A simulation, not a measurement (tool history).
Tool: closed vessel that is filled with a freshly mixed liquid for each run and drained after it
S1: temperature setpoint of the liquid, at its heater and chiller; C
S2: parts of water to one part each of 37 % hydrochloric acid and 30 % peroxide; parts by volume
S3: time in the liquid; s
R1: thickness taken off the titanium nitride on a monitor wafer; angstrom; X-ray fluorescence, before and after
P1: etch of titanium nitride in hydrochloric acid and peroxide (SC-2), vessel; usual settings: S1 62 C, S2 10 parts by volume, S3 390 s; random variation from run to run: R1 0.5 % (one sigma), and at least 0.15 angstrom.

run,hour,S1,S2,S3,R1
1,3.9,62,10,390,224.63
2,7.6,62,10,390,221.87
3,12.8,62,10,390,222.35
# hour 13.6: thermometer replaced
4,18.7,72,10,390,408.95
5,22.3,62,10,30,16.981
6,27.4,62,18,390,133.23
7,31,51,10,390,110.03
8,35.9,62,4,625,712.46
9,39.7,62,10,390,223.16
10,45,62,4,390,447.03
11,49,62,10,390,221.71
12,54.6,62,10,390,221.15
13,60.1,62,10,780,448.31
14,64.5,62,10,390,222.06
15,67.9,62,10,390,217.28
16,70.5,62,10,390,212.82
17,76.3,62,10,390,205.86
18,81.1,62,10,390,206.07
19,85.5,62,10,390,203.66
# hour 89: new drum of peroxide connected
20,89.2,62,10,390,202.84
21,94.3,62,10,390,203.25
22,97.4,62,10,390,203.97
23,101.6,62,10,390,202.57

What P1 gives has crept away from where it was. These 2 causes fit the log equally well, each at the size given:
A: chemicals flow below the setpoint (%) = 10.8
B: liquid colder than its thermometer reads (K) = 1.55
The creep began at about hour 64.5.
Why every other cause is out:
peroxide weaker than its label (%): serviced at hour 89, which brought nothing back

4 check runs are offered, each on 2 wafers whose results are averaged, their results left as question marks. Which one tells the causes apart?
check 1,105.8,51,4,390,?
check 2,105.8,62,7,175,?
check 3,105.8,72,10,390,?
check 4,105.8,62,14,45,?

What each check would give under each cause:
check,result,if A,if B
check 1,R1,204.28,199.12
check 2,R1,122.15,121.36
check 3,R1,370.44,372.35
check 4,R1,17.48,17.553
How far apart the two closest causes lie, in the result that separates them most: check 1 2.56 %; check 2 0.65 %; check 3 0.51 %; check 4 0.42 %
Check 1 tells the causes apart: in the others they would give nearly the same result.

Then check 1 was run and gave: R1 205.14 angstrom. Which cause is it?

It is A: chemicals flow below the setpoint (%).
